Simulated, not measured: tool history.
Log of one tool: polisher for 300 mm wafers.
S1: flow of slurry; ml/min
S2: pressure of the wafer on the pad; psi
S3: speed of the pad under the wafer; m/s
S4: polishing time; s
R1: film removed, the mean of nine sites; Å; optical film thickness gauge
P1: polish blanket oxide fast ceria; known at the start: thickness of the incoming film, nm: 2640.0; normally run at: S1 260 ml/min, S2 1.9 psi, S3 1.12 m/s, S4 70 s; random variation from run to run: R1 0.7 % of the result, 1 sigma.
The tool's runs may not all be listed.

run 1 hour=3.5 | S1=260 S2=1.9 S3=1.12 S4=70 | R1=9166.2
run 2 hour=8.9 | S1=260 S2=1.9 S3=0.58 S4=70 | R1=4723.4
run 3 hour=14.0 | S1=260 S2=1.9 S3=1.12 S4=70 | R1=9127.1
run 4 hour=19.7 | S1=260 S2=1.9 S3=1.44 S4=70 | R1=11723.0
run 5 hour=24.2 | S1=260 S2=1.2 S3=1.12 S4=70 | R1=5835.5
run 6 hour=27.1 | S1=260 S2=1.9 S3=1.12 S4=70 | R1=9153.7
run 7 hour=32.0 | S1=380 S2=1.0 S3=1.12 S4=70 | R1=4990.2
-- hour=33.9 slurry nozzle cleaned
run 8 hour=35.5 | S1=260 S2=1.9 S3=1.12 S4=98 | R1=13107.0
run 9 hour=41.0 | S1=260 S2=1.9 S3=1.12 S4=52 | R1=6852.9
run 10 hour=46.4 | S1=355 S2=1.9 S3=1.12 S4=70 | R1=9457.1
run 11 hour=49.6 | S1=155 S2=1.9 S3=1.12 S4=70 | R1=8667.0
run 12 hour=52.4 | S1=260 S2=1.9 S3=1.12 S4=70 | R1=9115.3
run 13 hour=55.5 | S1=260 S2=1.9 S3=1.12 S4=70 | R1=9131.0
run 14 hour=58.4 | S1=260 S2=2.6 S3=1.12 S4=70 | R1=12619.0
run 15 hour=61.1 | S1=260 S2=1.9 S3=1.12 S4=70 | R1=9263.9
run 16 hour=66.4 | S1=260 S2=1.9 S3=1.12 S4=70 | R1=9025.7
run 17 hour=70.9 | S1=260 S2=1.9 S3=1.12 S4=70 | R1=8918.5
-- hour=72.0 head pressure recalibrated
run 18 hour=74.7 | S1=260 S2=1.9 S3=1.12 S4=70 | R1=8757.4
run 19 hour=79.1 | S1=260 S2=1.9 S3=1.12 S4=70 | R1=8897.6
run 20 hour=82.4 | S1=260 S2=1.9 S3=1.12 S4=70 | R1=8772.9
run 21 hour=85.8 | S1=260 S2=1.9 S3=1.12 S4=70 | R1=8742.5
run 22 hour=89.8 | S1=260 S2=1.9 S3=1.12 S4=70 | R1=8723.8

What P1 gives has crept away from where it was. These 2 causes fit the log equally well, each at the size given:
A: removal rate lost through wear of the pad, % = 4.51
B: slurry flow missing at the pad, % = 31.2
The creep began at about hour 61.1.
Why every other cause is out:
head's pressure below its setpoint, %: serviced at hour 72.0, which brought nothing back

4 check runs are offered, each on 5 wafers whose results are averaged, their results left as question marks. Which one tells the causes apart?
run check 1 hour=93.8 | S1=260 S2=1.9 S3=1.42 S4=84 | R1=?
run check 2 hour=93.8 | S1=260 S2=1.9 S3=0.68 S4=70 | R1=?
run check 3 hour=93.8 | S1=160 S2=1.9 S3=1.12 S4=70 | R1=?
run check 4 hour=93.8 | S1=260 S2=1.9 S3=1.12 S4=56 | R1=?

What each check would give under each cause:
check=check_1 result=R1 if_A=13332.0 if_B=13332.0
check=check_2 result=R1 if_A=5320.3 if_B=5320.2
check=check_3 result=R1 if_A=8224.7 if_B=8011.0
check=check_4 result=R1 if_A=7010.2 if_B=7010.2
How far apart the two closest causes lie, in the result that separates them most: check 1 0 %; check 2 0 %; check 3 2.63 %; check 4 0 %
Check 3 tells the causes apart: in the others they would give nearly the same result.

Check 3 was then run and gave: R1 7997.2 Å. Which cause is it?

It is B: slurry flow missing at the pad, %.

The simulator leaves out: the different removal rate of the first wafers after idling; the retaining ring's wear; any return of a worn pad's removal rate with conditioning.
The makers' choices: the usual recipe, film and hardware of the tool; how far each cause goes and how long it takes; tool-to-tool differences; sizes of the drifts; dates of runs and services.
